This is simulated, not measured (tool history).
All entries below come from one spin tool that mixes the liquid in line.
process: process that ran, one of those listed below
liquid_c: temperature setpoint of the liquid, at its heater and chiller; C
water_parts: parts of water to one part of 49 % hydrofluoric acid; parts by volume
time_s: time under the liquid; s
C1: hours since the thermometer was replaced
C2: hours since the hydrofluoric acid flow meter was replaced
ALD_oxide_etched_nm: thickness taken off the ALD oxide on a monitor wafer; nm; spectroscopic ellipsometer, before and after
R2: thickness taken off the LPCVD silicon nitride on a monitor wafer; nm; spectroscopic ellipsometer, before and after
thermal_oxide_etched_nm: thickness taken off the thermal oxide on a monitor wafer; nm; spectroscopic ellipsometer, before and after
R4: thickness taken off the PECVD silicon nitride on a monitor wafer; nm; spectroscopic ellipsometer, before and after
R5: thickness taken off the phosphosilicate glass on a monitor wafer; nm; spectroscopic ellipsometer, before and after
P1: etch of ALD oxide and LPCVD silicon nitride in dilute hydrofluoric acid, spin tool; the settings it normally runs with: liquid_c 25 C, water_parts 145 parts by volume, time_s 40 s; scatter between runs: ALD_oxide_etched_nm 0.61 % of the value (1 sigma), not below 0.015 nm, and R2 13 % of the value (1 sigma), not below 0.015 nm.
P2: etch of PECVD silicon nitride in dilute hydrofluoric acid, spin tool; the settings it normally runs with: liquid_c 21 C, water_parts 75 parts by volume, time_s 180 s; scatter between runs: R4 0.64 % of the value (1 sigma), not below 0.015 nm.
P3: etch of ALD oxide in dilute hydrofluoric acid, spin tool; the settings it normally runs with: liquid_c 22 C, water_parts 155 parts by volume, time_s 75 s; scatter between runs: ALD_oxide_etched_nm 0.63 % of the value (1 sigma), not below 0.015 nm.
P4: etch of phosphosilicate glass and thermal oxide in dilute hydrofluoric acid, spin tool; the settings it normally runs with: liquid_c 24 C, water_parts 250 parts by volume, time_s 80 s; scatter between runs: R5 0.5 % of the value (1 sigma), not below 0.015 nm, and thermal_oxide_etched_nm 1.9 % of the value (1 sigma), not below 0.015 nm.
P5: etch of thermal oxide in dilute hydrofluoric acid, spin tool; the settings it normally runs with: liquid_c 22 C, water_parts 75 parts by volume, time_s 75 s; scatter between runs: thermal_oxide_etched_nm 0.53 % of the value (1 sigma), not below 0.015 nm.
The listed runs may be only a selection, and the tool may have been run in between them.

run 1 hour=4.8 | process=P1 liquid_c=25 water_parts=145 time_s=40 | C1=446.9 C2=661.5 | ALD_oxide_etched_nm=4.0902 R2=0.19582
run 2 hour=9.7 | process=P5 liquid_c=22 water_parts=75 time_s=75 | C1=451.8 C2=666.4 | thermal_oxide_etched_nm=4.6701
run 3 hour=13.2 | process=P5 liquid_c=22 water_parts=75 time_s=30 | C1=455.3 C2=669.9 | thermal_oxide_etched_nm=1.8505
run 4 hour=16.9 | process=P2 liquid_c=21 water_parts=75 time_s=15 | C1=459 C2=673.6 | R4=0.38055
run 5 hour=19.2 | process=P4 liquid_c=24 water_parts=250 time_s=120 | C1=461.3 C2=675.9 | thermal_oxide_etched_nm=1.9048 R5=42.149
run 6 hour=22.3 | process=P2 liquid_c=27 water_parts=75 time_s=180 | C1=464.4 C2=679 | R4=6.3772
run 7 hour=25.7 | process=P1 liquid_c=33 water_parts=145 time_s=40 | C1=467.8 C2=682.4 | ALD_oxide_etched_nm=5.4138 R2=0.26194
run 8 hour=28.5 | process=P1 liquid_c=25 water_parts=145 time_s=40 | C1=470.6 C2=685.2 | ALD_oxide_etched_nm=4.0402 R2=0.20951
run 9 hour=32.7 | process=P3 liquid_c=22 water_parts=235 time_s=75 | C1=474.8 C2=689.4 | ALD_oxide_etched_nm=2.7222
run 10 hour=36.3 | process=P4 liquid_c=20.5 water_parts=250 time_s=80 | C1=478.4 C2=693 | thermal_oxide_etched_nm=1.1253 R5=24.65
run 11 hour=40.4 | process=P3 liquid_c=22 water_parts=155 time_s=75 | C1=482.5 C2=697.1 | ALD_oxide_etched_nm=4.3929
run 12 hour=43.9 | process=P3 liquid_c=22 water_parts=155 time_s=20 | C1=486 C2=700.6 | ALD_oxide_etched_nm=1.183
run 13 hour=48.6 | process=P2 liquid_c=21 water_parts=25 time_s=180 | C1=490.7 C2=705.3 | R4=12.346
run 14 hour=51.5 | process=P1 liquid_c=25 water_parts=220 time_s=40 | C1=493.6 C2=708.2 | ALD_oxide_etched_nm=2.4993 R2=0.1137
run 15 hour=55.7 | process=P4 liquid_c=24 water_parts=250 time_s=80 | C1=497.8 C2=712.4 | thermal_oxide_etched_nm=1.2914 R5=28.04
run 16 hour=60.3 | process=P1 liquid_c=25 water_parts=145 time_s=40 | C1=502.4 C2=717 | ALD_oxide_etched_nm=4.0873 R2=0.17241
run 17 hour=64.1 | process=P1 liquid_c=18.5 water_parts=145 time_s=40 | C1=506.2 C2=720.8 | ALD_oxide_etched_nm=3.1425 R2=0.084209
run 18 hour=66.4 | process=P3 liquid_c=28.5 water_parts=155 time_s=75 | C1=508.5 C2=723.1 | ALD_oxide_etched_nm=5.6361
-- hour=69.6 thermometer replaced
run 19 hour=70.4 | process=P5 liquid_c=22 water_parts=75 time_s=75 | C1=0.9 C2=727.1 | thermal_oxide_etched_nm=4.6596
run 20 hour=73.4 | process=P1 liquid_c=25 water_parts=90 time_s=40 | C1=3.9 C2=730.1 | ALD_oxide_etched_nm=7.0519 R2=0.26511
run 21 hour=77.6 | process=P5 liquid_c=29 water_parts=75 time_s=75 | C1=8.1 C2=734.3 | thermal_oxide_etched_nm=6.1624
run 22 hour=82.1 | process=P2 liquid_c=21 water_parts=75 time_s=180 | C1=12.6 C2=738.8 | R4=4.2471
run 23 hour=84.5 | process=P1 liquid_c=25 water_parts=145 time_s=40 | C1=15 C2=741.2 | ALD_oxide_etched_nm=4.0469 R2=0.16966
run 24 hour=88.6 | process=P1 liquid_c=21 water_parts=230 time_s=40 | C1=19.1 C2=745.3 | ALD_oxide_etched_nm=2.0383 R2=0.097388
run 25 hour=93.5 | process=P1 liquid_c=25 water_parts=145 time_s=70 | C1=24 C2=750.2 | ALD_oxide_etched_nm=7.0857 R2=0.30891

Run 26 comes next. What will it give?
run 26 hour=96 | process=P5 liquid_c=22 water_parts=120 time_s=75 | C1=26.5 C2=752.7 | thermal_oxide_etched_nm=?

{"run 26": {"thermal_oxide_etched_nm": 2.8078}}
